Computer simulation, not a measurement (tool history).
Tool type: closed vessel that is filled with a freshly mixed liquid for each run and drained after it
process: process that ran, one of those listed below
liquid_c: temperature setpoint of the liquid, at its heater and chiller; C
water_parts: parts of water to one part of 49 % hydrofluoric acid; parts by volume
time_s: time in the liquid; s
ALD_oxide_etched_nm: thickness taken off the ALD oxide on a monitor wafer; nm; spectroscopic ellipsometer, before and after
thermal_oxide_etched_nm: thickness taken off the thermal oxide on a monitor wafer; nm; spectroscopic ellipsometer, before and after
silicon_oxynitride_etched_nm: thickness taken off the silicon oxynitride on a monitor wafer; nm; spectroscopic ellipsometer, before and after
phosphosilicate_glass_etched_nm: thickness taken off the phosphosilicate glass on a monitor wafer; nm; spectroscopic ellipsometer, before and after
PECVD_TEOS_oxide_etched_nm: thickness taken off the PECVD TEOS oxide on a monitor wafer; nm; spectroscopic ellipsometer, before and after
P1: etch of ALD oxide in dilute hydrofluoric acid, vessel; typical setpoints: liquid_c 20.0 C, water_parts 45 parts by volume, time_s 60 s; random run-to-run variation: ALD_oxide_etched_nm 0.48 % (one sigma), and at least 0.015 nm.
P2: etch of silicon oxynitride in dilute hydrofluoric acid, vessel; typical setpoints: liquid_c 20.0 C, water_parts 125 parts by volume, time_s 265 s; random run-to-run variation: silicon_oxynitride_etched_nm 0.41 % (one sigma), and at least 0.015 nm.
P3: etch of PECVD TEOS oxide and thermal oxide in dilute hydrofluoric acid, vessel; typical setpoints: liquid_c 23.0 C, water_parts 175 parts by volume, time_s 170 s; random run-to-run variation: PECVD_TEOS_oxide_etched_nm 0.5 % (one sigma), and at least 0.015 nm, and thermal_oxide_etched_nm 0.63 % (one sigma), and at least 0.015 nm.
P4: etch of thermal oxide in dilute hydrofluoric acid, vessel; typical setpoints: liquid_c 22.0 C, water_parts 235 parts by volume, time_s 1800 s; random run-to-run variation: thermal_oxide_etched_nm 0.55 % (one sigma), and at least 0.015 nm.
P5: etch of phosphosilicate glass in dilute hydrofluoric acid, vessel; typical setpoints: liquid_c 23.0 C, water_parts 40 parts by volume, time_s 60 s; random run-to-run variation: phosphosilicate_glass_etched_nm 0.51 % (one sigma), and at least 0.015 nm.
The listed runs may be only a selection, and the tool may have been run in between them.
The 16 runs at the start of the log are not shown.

| run | hour | process | liquid_c | water_parts | time_s | hours since the thermometer was replaced | hours since the hydrofluoric acid flow meter was replaced | ALD_oxide_etched_nm | thermal_oxide_etched_nm | silicon_oxynitride_etched_nm | phosphosilicate_glass_etched_nm | PECVD_TEOS_oxide_etched_nm |
|---|---|---|---|---|---|---|---|---|---|---|---|---|
| 17 | 225.5 | P1 | 20.0 | 45 | 60 | 424.4 | 459.9 | 34.713 |  |  |  |  |
| 18 | 240.7 | P1 | 17.0 | 45 | 60 | 439.6 | 475.1 | 30.554 |  |  |  |  |
| 19 | 250.2 | P4 | 30.0 | 235 | 1800 | 449.1 | 484.6 |  | 37.2410 |  |  |  |
| 20 | 266.5 | P3 | 17.0 | 175 | 170 | 465.4 | 500.9 |  | 3.0282 |  |  | 10.810 |
| 21 | 278.5 | P3 | 23.0 | 30 | 170 | 477.4 | 512.9 |  | 26.4600 |  |  | 94.699 |
| 22 | 293.4 | P1 | 20.0 | 45 | 60 | 492.3 | 527.8 | 34.513 |  |  |  |  |
| 23 | 308.9 | P4 | 22.0 | 400 | 1800 | 507.8 | 543.3 |  | 14.4550 |  |  |  |
| 24 | 323.5 | P1 | 20.0 | 45 | 30 | 522.4 | 557.9 | 17.388 |  |  |  |  |
| 25 | 333.4 | P1 | 17.0 | 45 | 110 | 532.3 | 567.8 | 55.514 |  |  |  |  |
| 26 | 346.2 | P1 | 20.0 | 45 | 115 | 545.1 | 580.6 | 66.955 |  |  |  |  |
| 27 | 354.3 | P4 | 22.0 | 235 | 465 | 553.2 | 588.7 |  | 7.2859 |  |  |  |

Predict the results of run 28:
| 28 | 366.1 | P1 | 20.0 | 45 | 60 | 565.0 | 600.5 | ? |  |  |  |  |

{"run 28": {"ALD_oxide_etched_nm": 34.516}}

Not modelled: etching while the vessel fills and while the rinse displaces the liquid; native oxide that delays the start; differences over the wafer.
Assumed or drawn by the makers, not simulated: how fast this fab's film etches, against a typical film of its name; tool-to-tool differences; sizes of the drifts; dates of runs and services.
